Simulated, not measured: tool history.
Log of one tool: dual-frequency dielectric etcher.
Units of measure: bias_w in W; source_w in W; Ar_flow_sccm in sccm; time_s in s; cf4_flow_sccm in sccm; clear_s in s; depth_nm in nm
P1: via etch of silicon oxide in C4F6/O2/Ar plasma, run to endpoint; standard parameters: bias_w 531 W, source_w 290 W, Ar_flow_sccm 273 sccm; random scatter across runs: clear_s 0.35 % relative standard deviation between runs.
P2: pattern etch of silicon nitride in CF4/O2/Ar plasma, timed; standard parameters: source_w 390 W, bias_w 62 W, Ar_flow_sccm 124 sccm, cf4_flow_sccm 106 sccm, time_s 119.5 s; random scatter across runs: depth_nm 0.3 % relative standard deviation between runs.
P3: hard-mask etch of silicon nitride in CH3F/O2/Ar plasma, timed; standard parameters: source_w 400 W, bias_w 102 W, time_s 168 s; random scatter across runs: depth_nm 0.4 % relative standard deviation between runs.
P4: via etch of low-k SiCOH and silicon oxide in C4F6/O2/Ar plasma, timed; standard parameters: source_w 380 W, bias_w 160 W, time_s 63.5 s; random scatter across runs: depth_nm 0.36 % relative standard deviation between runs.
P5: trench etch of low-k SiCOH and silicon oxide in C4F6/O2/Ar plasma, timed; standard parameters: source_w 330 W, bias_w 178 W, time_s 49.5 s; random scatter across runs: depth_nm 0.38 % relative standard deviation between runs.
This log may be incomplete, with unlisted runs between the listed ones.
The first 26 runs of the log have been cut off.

Run 27, hour 269.1: process P4, bias_w 160 W, source_w 380 W, time_s 63.5 s. Result: depth_nm 156.32 nm.
Run 28, hour 277.3: process P5, bias_w 178 W, source_w 250 W, time_s 49.5 s. Result: depth_nm 134.39 nm.
At hour 285.9: bias power generator calibrated.
Run 29, hour 286.2: process P2, bias_w 62 W, source_w 390 W, Ar_flow_sccm 100 sccm, time_s 119.5 s, cf4_flow_sccm 106 sccm. Result: depth_nm 204.51 nm.
Run 30, hour 295.5: process P1, bias_w 531 W, source_w 290 W, Ar_flow_sccm 338 sccm. Result: clear_s 20.344 s.
Run 31, hour 303.7: process P1, bias_w 697 W, source_w 360 W, Ar_flow_sccm 273 sccm. Result: clear_s 16.486 s.
Run 32, hour 311.6: process P3, bias_w 73 W, source_w 400 W, time_s 168 s. Result: depth_nm 115.99 nm.
Run 33, hour 325.7: process P1, bias_w 531 W, source_w 290 W, Ar_flow_sccm 273 sccm. Result: clear_s 19.844 s.
Run 34, hour 331.9: process P1, bias_w 531 W, source_w 290 W, Ar_flow_sccm 273 sccm. Result: clear_s 19.873 s.
Run 35, hour 345.6: process P1, bias_w 531 W, source_w 290 W, Ar_flow_sccm 273 sccm. Result: clear_s 19.653 s.
Run 36, hour 355.4: process P1, bias_w 531 W, source_w 290 W, Ar_flow_sccm 273 sccm. Result: clear_s 19.502 s.
Run 37, hour 362.1: process P1, bias_w 531 W, source_w 290 W, Ar_flow_sccm 273 sccm. Result: clear_s 19.474 s.
Run 38, hour 372.5: process P1, bias_w 531 W, source_w 290 W, Ar_flow_sccm 273 sccm. Result: clear_s 19.522 s.
At hour 380.7: Ar flow controller replaced.
Run 39, hour 382.6: process P1, bias_w 531 W, source_w 290 W, Ar_flow_sccm 273 sccm. Result: clear_s 19.591 s.
At hour 382.7: wet clean of the chamber.
Run 40, hour 396.2: process P1, bias_w 531 W, source_w 290 W, Ar_flow_sccm 273 sccm. Result: clear_s 19.532 s.
Run 41, hour 403.1: process P1, bias_w 531 W, source_w 290 W, Ar_flow_sccm 273 sccm. Result: clear_s 19.621 s.

Run 42, settings as shown, results not yet in. Your forecast:
Run 42, hour 413.3: process P1, bias_w 531 W, source_w 290 W, Ar_flow_sccm 273 sccm. Result: clear_s ?.

{"run 42": {"clear_s": 19.542}}
